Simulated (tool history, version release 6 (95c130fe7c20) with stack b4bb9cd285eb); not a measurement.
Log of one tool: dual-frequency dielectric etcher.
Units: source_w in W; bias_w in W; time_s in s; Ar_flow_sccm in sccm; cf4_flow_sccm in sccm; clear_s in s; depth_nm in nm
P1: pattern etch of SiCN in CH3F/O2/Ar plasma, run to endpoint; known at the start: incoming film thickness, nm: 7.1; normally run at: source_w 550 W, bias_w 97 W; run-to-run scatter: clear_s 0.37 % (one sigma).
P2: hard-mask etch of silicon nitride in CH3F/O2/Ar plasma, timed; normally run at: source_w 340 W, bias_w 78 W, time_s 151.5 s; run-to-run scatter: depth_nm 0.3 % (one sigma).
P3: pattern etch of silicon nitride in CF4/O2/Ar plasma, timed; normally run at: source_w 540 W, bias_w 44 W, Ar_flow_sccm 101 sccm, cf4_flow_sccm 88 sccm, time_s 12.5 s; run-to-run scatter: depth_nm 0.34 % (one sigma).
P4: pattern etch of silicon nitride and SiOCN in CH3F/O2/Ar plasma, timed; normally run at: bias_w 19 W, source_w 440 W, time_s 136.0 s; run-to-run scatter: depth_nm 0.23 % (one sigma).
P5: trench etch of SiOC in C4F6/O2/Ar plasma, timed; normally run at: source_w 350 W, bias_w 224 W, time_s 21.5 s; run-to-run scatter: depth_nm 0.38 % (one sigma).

run,day,process,source_w,bias_w,time_s,Ar_flow_sccm,cf4_flow_sccm,hours since the last wet clean,hours since the last source power generator calibration,hours since the last bias power generator calibration,clear_s,depth_nm
1,0.246,P1,550,97,,,,370.9,911.0,945.8,15.209,
2,0.396,P1,770,97,,,,374.5,914.6,949.4,13.269,
3,0.629,P5,350,224,21.5,,,380.1,920.2,955.0,,45.047
4,0.917,P4,610,19,136.0,,,387.0,927.1,961.9,,20.144
5,1.075,P5,350,224,21.5,,,390.8,930.9,965.7,,44.806
6,1.275,P1,550,97,,,,395.6,935.7,970.5,15.150,
7,1.475,P1,550,125,,,,400.4,940.5,975.3,13.728,
8,1.675,P3,540,44,12.5,101,123,405.2,945.3,980.1,,25.101
9,1.967,P5,350,150,21.5,,,412.2,952.3,987.1,,39.393
10,2.225,P2,340,78,185.5,,,418.4,958.5,993.3,,129.670
11,2.425,P3,540,44,12.5,101,88,423.2,963.3,998.1,,24.121
12,2.746,P4,440,19,136.0,,,430.9,971.0,1005.8,,17.970
13,2.971,P4,440,27,136.0,,,436.3,976.4,1011.2,,20.962
14,3.125,P3,540,44,9.0,101,88,440.0,980.1,1014.9,,17.429
15,3.321,P1,380,97,,,,444.7,984.8,1019.6,17.272,
16,3.488,P5,350,224,28.5,,,448.7,988.8,1023.6,,59.414
17,3.683,P3,540,59,12.5,101,88,453.4,993.5,1028.3,,27.041
18,3.883,P2,240,78,151.5,,,458.2,998.3,1033.1,,92.743
19,4.138,P1,750,135,,,,464.3,1004.4,1039.2,11.994,
20,4.438,P1,550,97,,,,471.5,1011.6,1046.4,15.121,
21,4.579,P2,340,78,151.5,,,474.9,1015.0,1049.8,,105.550
22,4.842,P1,550,71,,,,481.2,1021.3,1056.1,16.800,
23,5.133,P3,540,44,12.5,67,88,488.2,1028.3,1063.1,,25.320
24,5.438,P2,340,104,151.5,,,495.5,1035.6,1070.4,,117.380
25,5.742,P1,550,97,,,,502.8,1042.9,1077.7,15.141,
26,6.029,P1,550,97,,,,509.7,1049.8,1084.6,15.167,
27,6.279,P3,540,44,12.5,101,88,515.7,1055.8,1090.6,,24.167
28,6.496,P3,750,44,12.5,101,88,520.9,1061.0,1095.8,,32.152
29,6.721,P4,440,19,86.5,,,526.3,1066.4,1101.2,,11.407
30,6.954,P5,480,224,21.5,,,531.9,1072.0,1106.8,,50.804
31,7.108,P1,550,97,,,,535.6,1075.7,1110.5,15.097,
32,7.392,P1,550,97,,,,542.4,1082.5,1117.3,15.300,
33,7.708,P1,550,97,,,,550.0,1090.1,1124.9,15.346,
34,7.975,P1,550,97,,,,556.4,1096.5,1131.3,15.418,
35,8.138,P1,550,97,,,,560.3,1100.4,1135.2,15.399,
# day 8.221: wet clean of the chamber
36,8.279,P1,550,97,,,,1.4,1103.8,1138.6,15.384,
37,8.538,P1,550,97,,,,7.6,1110.0,1144.8,15.385,
38,8.738,P1,550,97,,,,12.4,1114.8,1149.6,15.534,

What P1 gives has crept away from where it was. These 2 causes fit the log equally well, each at the size given:
A: bias power that arrives under what is set, % = 4.98
B: source power that arrives under what is set, % = 4.9
The creep began at about day 7.108.
Why every other cause is out:
chamber walls in a state that lowers the etch rate, %: serviced at day 8.221, which brought nothing back

4 check runs are offered, one wafer each, their results left as question marks. Which one tells the causes apart?
check 1,8.938,P5,350,160,21.5,,,,,,,?
check 2,8.938,P2,290,102,151.5,,,,,,,?
check 3,8.938,P3,740,44,12.5,101,88,,,,,?
check 4,8.938,P4,600,26,136.0,,,,,,,?

What each check would give under each cause:
check,result,if A,if B
check 1,depth_nm,39.674,39.524
check 2,depth_nm,107.760,107.830
check 3,depth_nm,31.125,30.334
check 4,depth_nm,22.444,22.564
How far apart the two closest causes lie, in the result that separates them most: check 1 0.38 %; check 2 0.06 %; check 3 2.57 %; check 4 0.53 %
Only check 3 tells the causes apart: in the others they would give nearly the same result.

Then check 3 was run and gave: depth_nm 30.203 nm. Which cause is it?

It is B: source power that arrives under what is set, %.
